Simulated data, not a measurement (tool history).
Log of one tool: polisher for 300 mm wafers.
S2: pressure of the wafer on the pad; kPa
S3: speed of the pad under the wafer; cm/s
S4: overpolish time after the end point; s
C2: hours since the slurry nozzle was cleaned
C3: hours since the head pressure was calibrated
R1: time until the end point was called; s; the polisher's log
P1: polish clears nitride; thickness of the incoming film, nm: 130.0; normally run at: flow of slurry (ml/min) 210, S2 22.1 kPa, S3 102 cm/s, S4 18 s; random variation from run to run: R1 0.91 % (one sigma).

Run 1, hour 3.6: flow of slurry (ml/min) 210, S2 22.1 kPa, S3 102 cm/s, S4 18 s; wafers polished on this pad 244; C2 329.3; C3 919.5. Result: R1 133.320 s.
Run 2, hour 7.0: flow of slurry (ml/min) 125, S2 22.1 kPa, S3 102 cm/s, S4 18 s; wafers polished on this pad 273; C2 332.7; C3 922.9. Result: R1 141.580 s.
Run 3, hour 10.0: flow of slurry (ml/min) 315, S2 22.1 kPa, S3 102 cm/s, S4 31 s; wafers polished on this pad 298; C2 335.7; C3 925.9. Result: R1 126.040 s.
Run 4, hour 13.9: flow of slurry (ml/min) 210, S2 12.4 kPa, S3 102 cm/s, S4 18 s; wafers polished on this pad 330; C2 339.6; C3 929.8. Result: R1 229.740 s.
Run 5, hour 17.8: flow of slurry (ml/min) 210, S2 22.1 kPa, S3 64 cm/s, S4 18 s; wafers polished on this pad 363; C2 343.5; C3 933.7. Result: R1 208.980 s.
Run 6, hour 22.0: flow of slurry (ml/min) 210, S2 22.1 kPa, S3 102 cm/s, S4 18 s; wafers polished on this pad 398; C2 347.7; C3 937.9. Result: R1 130.830 s.
Run 7, hour 24.0: flow of slurry (ml/min) 210, S2 22.1 kPa, S3 102 cm/s, S4 18 s; wafers polished on this pad 415; C2 349.7; C3 939.9. Result: R1 131.290 s.
Run 8, hour 26.4: flow of slurry (ml/min) 210, S2 22.1 kPa, S3 150 cm/s, S4 18 s; wafers polished on this pad 435; C2 352.1; C3 942.3. Result: R1 88.570 s.
Run 9, hour 29.4: flow of slurry (ml/min) 320, S2 22.1 kPa, S3 102 cm/s, S4 18 s; wafers polished on this pad 460; C2 355.1; C3 945.3. Result: R1 124.680 s.
Run 10, hour 33.2: flow of slurry (ml/min) 210, S2 22.1 kPa, S3 102 cm/s, S4 9 s; wafers polished on this pad 491; C2 358.9; C3 949.1. Result: R1 130.540 s.
Run 11, hour 35.3: flow of slurry (ml/min) 210, S2 22.1 kPa, S3 102 cm/s, S4 18 s; wafers polished on this pad 509; C2 361.0; C3 951.2. Result: R1 130.090 s.
Run 12, hour 37.4: flow of slurry (ml/min) 210, S2 22.1 kPa, S3 102 cm/s, S4 35 s; wafers polished on this pad 527; C2 363.1; C3 953.3. Result: R1 130.500 s.
Run 13, hour 41.6: flow of slurry (ml/min) 210, S2 13.8 kPa, S3 102 cm/s, S4 30 s; wafers polished on this pad 562; C2 367.3; C3 957.5. Result: R1 206.770 s.
Run 14, hour 44.8: flow of slurry (ml/min) 210, S2 22.1 kPa, S3 102 cm/s, S4 18 s; wafers polished on this pad 588; C2 370.5; C3 960.7. Result: R1 131.650 s.
Run 15, hour 47.0: flow of slurry (ml/min) 210, S2 33.8 kPa, S3 102 cm/s, S4 18 s; wafers polished on this pad 607; C2 372.7; C3 962.9. Result: R1 85.093 s.
Run 16, hour 51.0: flow of slurry (ml/min) 210, S2 22.1 kPa, S3 102 cm/s, S4 18 s; wafers polished on this pad 640; C2 376.7; C3 966.9. Result: R1 130.110 s.
Run 17, hour 54.4: flow of slurry (ml/min) 210, S2 22.1 kPa, S3 102 cm/s, S4 18 s; wafers polished on this pad 669; C2 380.1; C3 970.3. Result: R1 133.700 s.
Run 18, hour 57.1: flow of slurry (ml/min) 210, S2 22.1 kPa, S3 102 cm/s, S4 18 s; wafers polished on this pad 691; C2 382.8; C3 973.0. Result: R1 136.100 s.
Run 19, hour 60.4: flow of slurry (ml/min) 210, S2 22.1 kPa, S3 102 cm/s, S4 18 s; wafers polished on this pad 719; C2 386.1; C3 976.3. Result: R1 136.070 s.
Run 20, hour 64.2: flow of slurry (ml/min) 210, S2 22.1 kPa, S3 102 cm/s, S4 18 s; wafers polished on this pad 751; C2 389.9; C3 980.1. Result: R1 136.360 s.
Run 21, hour 68.5: flow of slurry (ml/min) 210, S2 22.1 kPa, S3 102 cm/s, S4 18 s; wafers polished on this pad 786; C2 394.2; C3 984.4. Result: R1 136.130 s.
At hour 68.9: head pressure recalibrated.
Run 22, hour 72.7: flow of slurry (ml/min) 210, S2 22.1 kPa, S3 102 cm/s, S4 18 s; wafers polished on this pad 822; C2 398.4; C3 3.8. Result: R1 139.410 s.
Run 23, hour 75.2: flow of slurry (ml/min) 210, S2 22.1 kPa, S3 102 cm/s, S4 18 s; wafers polished on this pad 842; C2 400.9; C3 6.3. Result: R1 136.980 s.

Run 24 comes next. What will it give?
Run 24, hour 77.1: flow of slurry (ml/min) 210, S2 22.1 kPa, S3 102 cm/s, S4 18 s; wafers polished on this pad 858; C2 402.8; C3 8.2. Result: R1 ?.

Run 24 gave R1 138.590 s.
